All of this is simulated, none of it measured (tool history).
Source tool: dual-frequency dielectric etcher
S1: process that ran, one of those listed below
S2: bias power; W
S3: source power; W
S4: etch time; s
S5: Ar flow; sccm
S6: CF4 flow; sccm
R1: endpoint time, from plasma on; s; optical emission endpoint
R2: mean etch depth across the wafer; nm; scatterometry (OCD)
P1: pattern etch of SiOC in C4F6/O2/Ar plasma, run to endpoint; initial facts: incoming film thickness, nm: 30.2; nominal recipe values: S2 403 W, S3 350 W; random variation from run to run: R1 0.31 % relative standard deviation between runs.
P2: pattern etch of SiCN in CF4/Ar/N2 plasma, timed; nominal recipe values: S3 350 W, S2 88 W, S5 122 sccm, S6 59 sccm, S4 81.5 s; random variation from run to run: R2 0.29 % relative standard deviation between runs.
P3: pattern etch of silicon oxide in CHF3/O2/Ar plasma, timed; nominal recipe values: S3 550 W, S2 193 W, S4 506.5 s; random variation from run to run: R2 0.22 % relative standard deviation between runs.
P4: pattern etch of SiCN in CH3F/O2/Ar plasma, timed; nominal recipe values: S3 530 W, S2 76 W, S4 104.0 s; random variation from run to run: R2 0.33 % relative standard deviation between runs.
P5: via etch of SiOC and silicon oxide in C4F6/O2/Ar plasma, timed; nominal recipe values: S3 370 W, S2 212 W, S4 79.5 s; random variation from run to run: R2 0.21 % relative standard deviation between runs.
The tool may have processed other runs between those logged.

Run 1, hour 8.6: S1 P1, S2 403 W, S3 350 W. Result: R1 11.605 s.
Run 2, hour 21.0: S1 P1, S2 403 W, S3 350 W. Result: R1 11.582 s.
Run 3, hour 33.7: S1 P3, S2 120 W, S3 550 W, S4 506.5 s. Result: R2 856.470 nm.
Run 4, hour 42.0: S1 P5, S2 212 W, S3 370 W, S4 99.5 s. Result: R2 114.780 nm.
Run 5, hour 50.1: S1 P2, S2 88 W, S3 350 W, S4 106.0 s, S5 122 sccm, S6 59 sccm. Result: R2 72.416 nm.
Run 6, hour 62.1: S1 P5, S2 212 W, S3 370 W, S4 79.5 s. Result: R2 91.696 nm.
Run 7, hour 79.1: S1 P1, S2 403 W, S3 210 W. Result: R1 14.074 s.
Run 8, hour 86.9: S1 P3, S2 193 W, S3 330 W, S4 506.5 s. Result: R2 825.500 nm.
Run 9, hour 103.7: S1 P3, S2 193 W, S3 550 W, S4 506.5 s. Result: R2 1000.400 nm.
Run 10, hour 117.9: S1 P1, S2 256 W, S3 350 W. Result: R1 13.525 s.
Run 11, hour 134.0: S1 P4, S2 76 W, S3 530 W, S4 79.5 s. Result: R2 33.025 nm.
Run 12, hour 148.4: S1 P1, S2 403 W, S3 350 W. Result: R1 11.595 s.
Run 13, hour 165.3: S1 P4, S2 76 W, S3 340 W, S4 104.0 s. Result: R2 36.825 nm.
Run 14, hour 175.1: S1 P5, S2 212 W, S3 250 W, S4 79.5 s. Result: R2 79.195 nm.
Run 15, hour 183.8: S1 P2, S2 88 W, S3 200 W, S4 81.5 s, S5 122 sccm, S6 59 sccm. Result: R2 34.463 nm.
Run 16, hour 201.5: S1 P1, S2 559 W, S3 350 W. Result: R1 10.162 s.
Run 17, hour 217.6: S1 P2, S2 88 W, S3 350 W, S4 81.5 s, S5 122 sccm, S6 84 sccm. Result: R2 58.460 nm.
Run 18, hour 229.8: S1 P2, S2 88 W, S3 350 W, S4 81.5 s, S5 122 sccm, S6 59 sccm. Result: R2 55.628 nm.
Run 19, hour 242.0: S1 P1, S2 403 W, S3 350 W. Result: R1 11.540 s.
Run 20, hour 255.2: S1 P1, S2 337 W, S3 440 W. Result: R1 11.350 s.
Run 21, hour 271.7: S1 P4, S2 76 W, S3 530 W, S4 104.0 s. Result: R2 43.423 nm.
Run 22, hour 286.1: S1 P2, S2 88 W, S3 350 W, S4 81.5 s, S5 156 sccm, S6 59 sccm. Result: R2 53.757 nm.
Run 23, hour 298.1: S1 P5, S2 212 W, S3 370 W, S4 79.5 s. Result: R2 91.459 nm.
Run 24, hour 311.7: S1 P3, S2 193 W, S3 550 W, S4 738.5 s. Result: R2 1454.600 nm.
Run 25, hour 321.0: S1 P1, S2 505 W, S3 410 W. Result: R1 10.034 s.
Run 26, hour 329.5: S1 P5, S2 279 W, S3 370 W, S4 79.5 s. Result: R2 100.810 nm.
Run 27, hour 344.8: S1 P2, S2 60 W, S3 350 W, S4 81.5 s, S5 122 sccm, S6 59 sccm. Result: R2 48.285 nm.
Run 28, hour 352.7: S1 P1, S2 403 W, S3 420 W. Result: R1 10.784 s.
Run 29, hour 368.5: S1 P1, S2 403 W, S3 350 W. Result: R1 11.561 s.
Run 30, hour 378.4: S1 P1, S2 403 W, S3 350 W. Result: R1 11.651 s.
Run 31, hour 386.7: S1 P4, S2 61 W, S3 530 W, S4 104.0 s. Result: R2 40.278 nm.
Run 32, hour 401.1: S1 P1, S2 403 W, S3 350 W. Result: R1 11.599 s.
Run 33, hour 419.2: S1 P1, S2 403 W, S3 350 W. Result: R1 11.434 s.

What does the tool deliver on the next run?
Run 34, hour 431.2: S1 P1, S2 403 W, S3 350 W. Result: R1 ?.

Run 34 gave R1 11.457 s.
